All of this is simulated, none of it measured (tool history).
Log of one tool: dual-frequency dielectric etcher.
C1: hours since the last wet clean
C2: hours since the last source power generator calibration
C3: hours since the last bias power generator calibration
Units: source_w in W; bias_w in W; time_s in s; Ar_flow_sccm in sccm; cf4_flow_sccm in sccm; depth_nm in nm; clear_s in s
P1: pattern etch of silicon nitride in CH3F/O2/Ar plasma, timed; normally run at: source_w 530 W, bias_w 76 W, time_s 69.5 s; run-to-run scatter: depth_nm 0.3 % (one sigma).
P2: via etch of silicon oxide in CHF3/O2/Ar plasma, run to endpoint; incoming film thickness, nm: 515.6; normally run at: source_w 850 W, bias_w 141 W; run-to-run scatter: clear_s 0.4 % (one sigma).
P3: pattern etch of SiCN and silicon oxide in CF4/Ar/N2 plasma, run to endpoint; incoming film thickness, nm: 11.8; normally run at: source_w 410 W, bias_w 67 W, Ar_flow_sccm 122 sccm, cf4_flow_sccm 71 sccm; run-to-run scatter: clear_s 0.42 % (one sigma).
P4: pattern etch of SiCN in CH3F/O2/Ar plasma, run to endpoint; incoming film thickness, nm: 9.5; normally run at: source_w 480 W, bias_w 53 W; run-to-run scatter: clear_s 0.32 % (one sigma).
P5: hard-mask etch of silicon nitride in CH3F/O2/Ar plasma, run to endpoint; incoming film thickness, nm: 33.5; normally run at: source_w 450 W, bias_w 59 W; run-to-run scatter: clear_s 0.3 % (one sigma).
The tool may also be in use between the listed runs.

Run 1, hour 13.1: process P1, source_w 530 W, bias_w 76 W, time_s 69.5 s; C1 194.4; C2 503.3; C3 607.4. Result: depth_nm 55.877 nm.
Run 2, hour 20.4: process P1, source_w 530 W, bias_w 76 W, time_s 89 s; C1 201.7; C2 510.6; C3 614.7. Result: depth_nm 71.645 nm.
Run 3, hour 30: process P1, source_w 530 W, bias_w 76 W, time_s 69.5 s; C1 211.3; C2 520.2; C3 624.3. Result: depth_nm 56.05 nm.
Run 4, hour 39.7: process P2, source_w 1040 W, bias_w 141 W; C1 221; C2 529.9; C3 634. Result: clear_s 229.11 s.
Run 5, hour 53.5: process P1, source_w 630 W, bias_w 76 W, time_s 44 s; C1 234.8; C2 543.7; C3 647.8. Result: depth_nm 37.761 nm.
Run 6, hour 65.7: process P3, source_w 410 W, bias_w 67 W, Ar_flow_sccm 122 sccm, cf4_flow_sccm 71 sccm; C1 247; C2 555.9; C3 660. Result: clear_s 15.74 s.
Run 7, hour 74.8: process P1, source_w 730 W, bias_w 76 W, time_s 69.5 s; C1 256.1; C2 565; C3 669.1. Result: depth_nm 63.209 nm.
Run 8, hour 86.3: process P1, source_w 430 W, bias_w 76 W, time_s 69.5 s; C1 267.6; C2 576.5; C3 680.6. Result: depth_nm 51.636 nm.
Run 9, hour 95: process P3, source_w 410 W, bias_w 67 W, Ar_flow_sccm 122 sccm, cf4_flow_sccm 97 sccm; C1 276.3; C2 585.2; C3 689.3. Result: clear_s 15.209 s.
Run 10, hour 104.8: process P5, source_w 450 W, bias_w 59 W; C1 286.1; C2 595; C3 699.1. Result: clear_s 49.625 s.
Run 11, hour 118.1: process P1, source_w 530 W, bias_w 76 W, time_s 69.5 s; C1 299.4; C2 608.3; C3 712.4. Result: depth_nm 55.707 nm.
Run 12, hour 126.4: process P1, source_w 530 W, bias_w 76 W, time_s 39.5 s; C1 307.7; C2 616.6; C3 720.7. Result: depth_nm 31.696 nm.
Run 13, hour 138.4: process P5, source_w 360 W, bias_w 59 W; C1 319.7; C2 628.6; C3 732.7. Result: clear_s 53.686 s.
Run 14, hour 145: process P4, source_w 360 W, bias_w 53 W; C1 326.3; C2 635.2; C3 739.3. Result: clear_s 29.1 s.
Run 15, hour 153.7: process P3, source_w 410 W, bias_w 67 W, Ar_flow_sccm 73 sccm, cf4_flow_sccm 71 sccm; C1 335; C2 643.9; C3 748. Result: clear_s 14.627 s.
Run 16, hour 160.6: process P1, source_w 530 W, bias_w 60 W, time_s 69.5 s; C1 341.9; C2 650.8; C3 754.9. Result: depth_nm 51.475 nm.
Run 17, hour 173: process P4, source_w 480 W, bias_w 39 W; C1 354.3; C2 663.2; C3 767.3. Result: clear_s 28.542 s.
Run 18, hour 181.7: process P1, source_w 530 W, bias_w 76 W, time_s 69.5 s; C1 363; C2 671.9; C3 776. Result: depth_nm 55.892 nm.
Run 19, hour 192.4: process P2, source_w 850 W, bias_w 101 W; C1 373.7; C2 682.6; C3 786.7. Result: clear_s 275.02 s.
Run 20, hour 203.9: process P2, source_w 850 W, bias_w 141 W; C1 385.2; C2 694.1; C3 798.2. Result: clear_s 248.32 s.
Run 21, hour 210.2: process P1, source_w 330 W, bias_w 102 W, time_s 69.5 s; C1 391.5; C2 700.4; C3 804.5. Result: depth_nm 51.851 nm.
Run 22, hour 219.6: process P5, source_w 450 W, bias_w 83 W; C1 400.9; C2 709.8; C3 813.9. Result: clear_s 43.978 s.
Run 23, hour 230.7: process P4, source_w 480 W, bias_w 53 W; C1 412; C2 720.9; C3 825. Result: clear_s 26.045 s.
Run 24, hour 243.5: process P3, source_w 490 W, bias_w 67 W, Ar_flow_sccm 122 sccm, cf4_flow_sccm 71 sccm; C1 424.8; C2 733.7; C3 837.8. Result: clear_s 13.445 s.
Run 25, hour 254.5: process P3, source_w 410 W, bias_w 47 W, Ar_flow_sccm 122 sccm, cf4_flow_sccm 71 sccm; C1 435.8; C2 744.7; C3 848.8. Result: clear_s 17.757 s.
Run 26, hour 260.6: process P1, source_w 530 W, bias_w 91 W, time_s 69.5 s; C1 441.9; C2 750.8; C3 854.9. Result: depth_nm 59.349 nm.
Run 27, hour 272.2: process P1, source_w 530 W, bias_w 76 W, time_s 69.5 s; C1 453.5; C2 762.4; C3 866.5. Result: depth_nm 55.916 nm.
Run 28, hour 284.9: process P1, source_w 530 W, bias_w 76 W, time_s 69.5 s; C1 466.2; C2 775.1; C3 879.2. Result: depth_nm 55.73 nm.
Run 29, hour 293.6: process P1, source_w 530 W, bias_w 76 W, time_s 69.5 s; C1 474.9; C2 783.8; C3 887.9. Result: depth_nm 55.842 nm.
Run 30, hour 304.4: process P1, source_w 530 W, bias_w 76 W, time_s 69.5 s; C1 485.7; C2 794.6; C3 898.7. Result: depth_nm 56.331 nm.
Run 31, hour 317.8: process P1, source_w 530 W, bias_w 76 W, time_s 69.5 s; C1 499.1; C2 808; C3 912.1. Result: depth_nm 56.301 nm.
At hour 324.6: wet clean of the chamber.
Run 32, hour 328.3: process P1, source_w 530 W, bias_w 76 W, time_s 69.5 s; C1 3.8; C2 818.5; C3 922.6. Result: depth_nm 56.526 nm.
Run 33, hour 336.5: process P1, source_w 530 W, bias_w 76 W, time_s 69.5 s; C1 12; C2 826.7; C3 930.8. Result: depth_nm 56.84 nm.
Run 34, hour 349.6: process P1, source_w 530 W, bias_w 76 W, time_s 69.5 s; C1 25.1; C2 839.8; C3 943.9. Result: depth_nm 56.729 nm.
Run 35, hour 362.6: process P1, source_w 530 W, bias_w 76 W, time_s 69.5 s; C1 38.1; C2 852.8; C3 956.9. Result: depth_nm 56.746 nm.
Run 36, hour 371.2: process P1, source_w 530 W, bias_w 76 W, time_s 69.5 s; C1 46.7; C2 861.4; C3 965.5. Result: depth_nm 56.522 nm.
Run 37, hour 380.2: process P1, source_w 530 W, bias_w 76 W, time_s 69.5 s; C1 55.7; C2 870.4; C3 974.5. Result: depth_nm 56.585 nm.

What P1 gives has crept away from where it was. These 2 causes fit the log equally well, each at the size given:
A: bias power that arrives over what is set, % = 4.56
B: source power that arrives over what is set, % = 4.07
The creep began at about hour 284.9.
Why every other cause is out:
chamber walls in a state that raises the etch rate, %: serviced at hour 324.6, which brought nothing back

4 check runs are offered, each on 3 wafers whose results are averaged, their results left as question marks. Which one tells the causes apart?
Run check 1, hour 389.2: process P3, source_w 410 W, bias_w 67 W, Ar_flow_sccm 122 sccm, cf4_flow_sccm 96 sccm. Result: clear_s ?.
Run check 2, hour 389.2: process P5, source_w 450 W, bias_w 76 W. Result: clear_s ?.
Run check 3, hour 389.2: process P4, source_w 480 W, bias_w 39 W. Result: clear_s ?.
Run check 4, hour 389.2: process P2, source_w 1000 W, bias_w 105 W. Result: clear_s ?.

What each check would give under each cause:
  check   result    if A    if B
check 1  clear_s  14.882  14.578
check 2  clear_s  44.704  44.716
check 3  clear_s  28.319  28.248
check 4  clear_s  250.55  249.73
How far apart the two closest causes lie, in the result that separates them most: check 1 2.06 %; check 2 0.03 %; check 3 0.25 %; check 4 0.33 %
Only check 1 tells the causes apart: in the others they would give nearly the same result.

Check 1 was then run and gave: clear_s 14.943 s. Which cause is it?

It is A: bias power that arrives over what is set, %.
